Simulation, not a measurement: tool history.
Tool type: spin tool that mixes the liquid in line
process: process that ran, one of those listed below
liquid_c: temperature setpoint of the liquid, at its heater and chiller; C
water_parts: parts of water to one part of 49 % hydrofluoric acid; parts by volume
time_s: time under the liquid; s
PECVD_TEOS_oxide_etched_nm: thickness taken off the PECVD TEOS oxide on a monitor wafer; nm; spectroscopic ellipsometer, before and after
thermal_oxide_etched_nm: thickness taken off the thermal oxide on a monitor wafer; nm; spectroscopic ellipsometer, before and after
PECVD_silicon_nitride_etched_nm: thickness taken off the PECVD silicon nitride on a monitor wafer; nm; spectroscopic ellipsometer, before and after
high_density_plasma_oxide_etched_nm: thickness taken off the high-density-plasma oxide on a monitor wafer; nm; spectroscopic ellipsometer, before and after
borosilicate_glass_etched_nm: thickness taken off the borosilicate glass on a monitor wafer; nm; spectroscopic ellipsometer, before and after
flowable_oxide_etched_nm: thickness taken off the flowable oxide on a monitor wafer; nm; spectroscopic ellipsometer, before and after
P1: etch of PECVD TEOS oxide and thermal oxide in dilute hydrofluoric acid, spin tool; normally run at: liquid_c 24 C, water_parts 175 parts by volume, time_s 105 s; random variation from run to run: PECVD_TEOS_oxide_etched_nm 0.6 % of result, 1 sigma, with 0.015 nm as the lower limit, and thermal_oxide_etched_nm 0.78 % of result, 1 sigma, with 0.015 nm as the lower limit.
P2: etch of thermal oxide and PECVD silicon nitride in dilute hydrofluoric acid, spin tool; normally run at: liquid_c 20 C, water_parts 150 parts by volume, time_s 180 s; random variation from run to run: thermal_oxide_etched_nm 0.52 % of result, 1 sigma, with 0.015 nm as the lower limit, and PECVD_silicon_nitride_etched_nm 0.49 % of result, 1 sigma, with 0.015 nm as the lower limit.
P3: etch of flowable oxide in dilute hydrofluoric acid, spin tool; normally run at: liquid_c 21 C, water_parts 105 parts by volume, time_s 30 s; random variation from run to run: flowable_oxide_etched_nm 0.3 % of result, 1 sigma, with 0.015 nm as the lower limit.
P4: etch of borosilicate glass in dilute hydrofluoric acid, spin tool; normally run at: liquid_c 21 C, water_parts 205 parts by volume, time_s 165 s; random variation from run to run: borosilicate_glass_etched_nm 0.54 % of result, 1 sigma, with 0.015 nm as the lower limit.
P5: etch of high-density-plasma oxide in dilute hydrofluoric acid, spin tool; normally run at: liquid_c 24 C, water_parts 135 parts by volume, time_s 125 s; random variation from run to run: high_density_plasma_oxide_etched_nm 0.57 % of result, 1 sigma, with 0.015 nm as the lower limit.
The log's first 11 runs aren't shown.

run,hour,process,liquid_c,water_parts,time_s,PECVD_TEOS_oxide_etched_nm,thermal_oxide_etched_nm,PECVD_silicon_nitride_etched_nm,high_density_plasma_oxide_etched_nm,borosilicate_glass_etched_nm,flowable_oxide_etched_nm
12,124,P1,24,25,105,42.352,22.861,,,,
13,133,P4,21,355,165,,,,,11.718,
14,139.2,P5,24,135,125,,,,9.7411,,
15,150.8,P3,29,105,30,,,,,,14.098
16,160.2,P2,20,220,180,,2.9214,3.1272,,,
17,172.2,P3,21,175,30,,,,,,5.7618
18,181.9,P1,24,175,105,5.1044,2.6885,,,,
19,192.3,P1,24,245,105,3.4073,1.7681,,,,
20,202.4,P1,18.5,175,105,4.0709,2.1738,,,,
21,208.7,P5,24,135,15,,,,1.1561,,
22,221.4,P1,24,315,205,4.8017,2.5727,,,,
23,228.7,P3,21,105,15,,,,,,5.1479
24,238.3,P1,24,175,165,8.0893,4.2969,,,,
25,245,P5,24,40,125,,,,36.758,,
26,254.6,P3,21,105,30,,,,,,10.334
27,263.1,P4,21,205,165,,,,,23.288,
28,276.1,P4,17,205,165,,,,,19.869,
29,282.3,P1,24,175,105,5.095,2.7087,,,,
30,292.3,P1,24,175,105,5.0915,2.753,,,,
31,300.9,P1,24,175,105,5.0052,2.6605,,,,
32,312.2,P1,24,175,105,4.8127,2.5568,,,,
33,323.8,P1,24,175,105,4.7821,2.5535,,,,
34,336.4,P1,24,175,105,4.7303,2.4869,,,,
35,346.2,P1,24,175,105,4.6846,2.4874,,,,
36,353.2,P1,24,175,105,4.6922,2.4864,,,,

Run 37 comes next. What will it give?
37,360.3,P1,24,175,105,?,?,,,,

Run 37 produced PECVD_TEOS_oxide_etched_nm 4.6842 nm, thermal_oxide_etched_nm 2.451 nm.
